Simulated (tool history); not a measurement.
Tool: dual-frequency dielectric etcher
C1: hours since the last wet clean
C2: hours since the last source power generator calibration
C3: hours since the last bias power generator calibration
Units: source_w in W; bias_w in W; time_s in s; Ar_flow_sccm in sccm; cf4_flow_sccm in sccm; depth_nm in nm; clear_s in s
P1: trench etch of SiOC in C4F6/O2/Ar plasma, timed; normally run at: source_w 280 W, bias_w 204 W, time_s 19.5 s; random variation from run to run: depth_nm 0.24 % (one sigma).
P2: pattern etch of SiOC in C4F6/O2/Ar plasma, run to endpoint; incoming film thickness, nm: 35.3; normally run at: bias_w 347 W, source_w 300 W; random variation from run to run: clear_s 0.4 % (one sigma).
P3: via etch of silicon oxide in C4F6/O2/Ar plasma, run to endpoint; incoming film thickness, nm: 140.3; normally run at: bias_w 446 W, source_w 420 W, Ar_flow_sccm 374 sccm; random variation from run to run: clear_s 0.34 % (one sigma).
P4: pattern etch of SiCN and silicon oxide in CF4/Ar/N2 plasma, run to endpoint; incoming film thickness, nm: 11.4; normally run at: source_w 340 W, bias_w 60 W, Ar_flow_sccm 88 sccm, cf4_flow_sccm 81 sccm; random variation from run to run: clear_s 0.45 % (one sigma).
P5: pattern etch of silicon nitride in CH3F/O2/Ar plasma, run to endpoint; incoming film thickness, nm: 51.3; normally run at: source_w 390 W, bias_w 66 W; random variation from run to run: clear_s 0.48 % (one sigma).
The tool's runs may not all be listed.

{"run": 1, "hour": 9.9, "process": "P1", "source_w": 280, "bias_w": 204, "time_s": 19.5, "C1": 66.9, "C2": 1912.1, "C3": 1980.1, "depth_nm": 37.173}
{"run": 2, "hour": 20.4, "process": "P1", "source_w": 280, "bias_w": 204, "time_s": 19.5, "C1": 77.4, "C2": 1922.6, "C3": 1990.6, "depth_nm": 37.319}
{"run": 3, "hour": 27.7, "process": "P4", "source_w": 340, "bias_w": 60, "Ar_flow_sccm": 55, "cf4_flow_sccm": 81, "C1": 84.7, "C2": 1929.9, "C3": 1997.9, "clear_s": 16.314}
{"run": 4, "hour": 39.6, "process": "P1", "source_w": 350, "bias_w": 164, "time_s": 19.5, "C1": 96.6, "C2": 1941.8, "C3": 2009.8, "depth_nm": 37.797}
{"run": 5, "hour": 48.2, "process": "P2", "source_w": 300, "bias_w": 476, "C1": 105.2, "C2": 1950.4, "C3": 2018.4, "clear_s": 13.224}
{"run": 6, "hour": 55.0, "process": "P1", "source_w": 280, "bias_w": 204, "time_s": 29, "C1": 112, "C2": 1957.2, "C3": 2025.2, "depth_nm": 55.064}
{"run": 7, "hour": 68.3, "process": "P1", "source_w": 180, "bias_w": 204, "time_s": 19.5, "C1": 125.3, "C2": 1970.5, "C3": 2038.5, "depth_nm": 31.455}
{"run": 8, "hour": 77.6, "process": "P2", "source_w": 420, "bias_w": 347, "C1": 134.6, "C2": 1979.8, "C3": 2047.8, "clear_s": 13.115}
{"run": 9, "hour": 90.9, "process": "P3", "source_w": 420, "bias_w": 446, "Ar_flow_sccm": 457, "C1": 147.9, "C2": 1993.1, "C3": 2061.1, "clear_s": 33.052}
{"run": 10, "hour": 102.1, "process": "P3", "source_w": 420, "bias_w": 446, "Ar_flow_sccm": 374, "C1": 159.1, "C2": 2004.3, "C3": 2072.3, "clear_s": 32.131}
{"run": 11, "hour": 116.0, "process": "P1", "source_w": 280, "bias_w": 123, "time_s": 14.5, "C1": 173, "C2": 2018.2, "C3": 2086.2, "depth_nm": 23.602}
{"run": 12, "hour": 127.6, "process": "P1", "source_w": 280, "bias_w": 204, "time_s": 19.5, "C1": 184.6, "C2": 2029.8, "C3": 2097.8, "depth_nm": 37.252}
{"run": 13, "hour": 140.3, "process": "P2", "source_w": 300, "bias_w": 347, "C1": 197.3, "C2": 2042.5, "C3": 2110.5, "clear_s": 14.766}
{"run": 14, "hour": 147.7, "process": "P3", "source_w": 420, "bias_w": 446, "Ar_flow_sccm": 374, "C1": 204.7, "C2": 2049.9, "C3": 2117.9, "clear_s": 32.292}
{"run": 15, "hour": 158.4, "process": "P5", "source_w": 390, "bias_w": 90, "C1": 215.4, "C2": 2060.6, "C3": 2128.6, "clear_s": 70.073}
{"run": 16, "hour": 167.4, "process": "P4", "source_w": 340, "bias_w": 43, "Ar_flow_sccm": 88, "cf4_flow_sccm": 81, "C1": 224.4, "C2": 2069.6, "C3": 2137.6, "clear_s": 19.076}
{"run": 17, "hour": 180.1, "process": "P5", "source_w": 390, "bias_w": 66, "C1": 237.1, "C2": 2082.3, "C3": 2150.3, "clear_s": 78.161}
{"run": 18, "hour": 193.1, "process": "P3", "source_w": 420, "bias_w": 314, "Ar_flow_sccm": 374, "C1": 250.1, "C2": 2095.3, "C3": 2163.3, "clear_s": 36.515}
{"run": 19, "hour": 200.1, "process": "P1", "source_w": 280, "bias_w": 204, "time_s": 19.5, "C1": 257.1, "C2": 2102.3, "C3": 2170.3, "depth_nm": 37.188}
{"run": 20, "hour": 213.4, "process": "P4", "source_w": 340, "bias_w": 60, "Ar_flow_sccm": 88, "cf4_flow_sccm": 112, "C1": 270.4, "C2": 2115.6, "C3": 2183.6, "clear_s": 16.592}
{"run": 21, "hour": 224.2, "process": "P3", "source_w": 560, "bias_w": 446, "Ar_flow_sccm": 374, "C1": 281.2, "C2": 2126.4, "C3": 2194.4, "clear_s": 28.977}
{"run": 22, "hour": 238.1, "process": "P1", "source_w": 280, "bias_w": 268, "time_s": 19.5, "C1": 295.1, "C2": 2140.3, "C3": 2208.3, "depth_nm": 40.694}
{"run": 23, "hour": 246.0, "process": "P1", "source_w": 280, "bias_w": 123, "time_s": 19.5, "C1": 303, "C2": 2148.2, "C3": 2216.2, "depth_nm": 31.807}
{"run": 24, "hour": 259.8, "process": "P4", "source_w": 430, "bias_w": 60, "Ar_flow_sccm": 88, "cf4_flow_sccm": 81, "C1": 316.8, "C2": 2162, "C3": 2230, "clear_s": 14.131}
{"run": 25, "hour": 268.6, "process": "P4", "source_w": 340, "bias_w": 60, "Ar_flow_sccm": 88, "cf4_flow_sccm": 81, "C1": 325.6, "C2": 2170.8, "C3": 2238.8, "clear_s": 17.159}
{"run": 26, "hour": 276.7, "process": "P1", "source_w": 390, "bias_w": 245, "time_s": 19.5, "C1": 333.7, "C2": 2178.9, "C3": 2246.9, "depth_nm": 44.79}
{"run": 27, "hour": 290.5, "process": "P5", "source_w": 230, "bias_w": 66, "C1": 347.5, "C2": 2192.7, "C3": 2260.7, "clear_s": 95.441}
{"run": 28, "hour": 298.2, "process": "P1", "source_w": 280, "bias_w": 204, "time_s": 14.5, "C1": 355.2, "C2": 2200.4, "C3": 2268.4, "depth_nm": 27.636}
{"run": 29, "hour": 307.8, "process": "P1", "source_w": 280, "bias_w": 204, "time_s": 19.5, "C1": 364.8, "C2": 2210, "C3": 2278, "depth_nm": 37.172}
{"run": 30, "hour": 321.6, "process": "P1", "source_w": 380, "bias_w": 204, "time_s": 19.5, "C1": 378.6, "C2": 2223.8, "C3": 2291.8, "depth_nm": 41.944}
{"run": 31, "hour": 334.1, "process": "P1", "source_w": 280, "bias_w": 204, "time_s": 19.5, "C1": 391.1, "C2": 2236.3, "C3": 2304.3, "depth_nm": 37.234}
{"run": 32, "hour": 341.6, "process": "P1", "source_w": 280, "bias_w": 204, "time_s": 19.5, "C1": 398.6, "C2": 2243.8, "C3": 2311.8, "depth_nm": 37.071}

Forecast run 33:
{"run": 33, "hour": 352.0, "process": "P1", "source_w": 280, "bias_w": 204, "time_s": 19.5, "C1": 409, "C2": 2254.2, "C3": 2322.2, "depth_nm": "?"}

Run 33 gave depth_nm 36.774 nm.
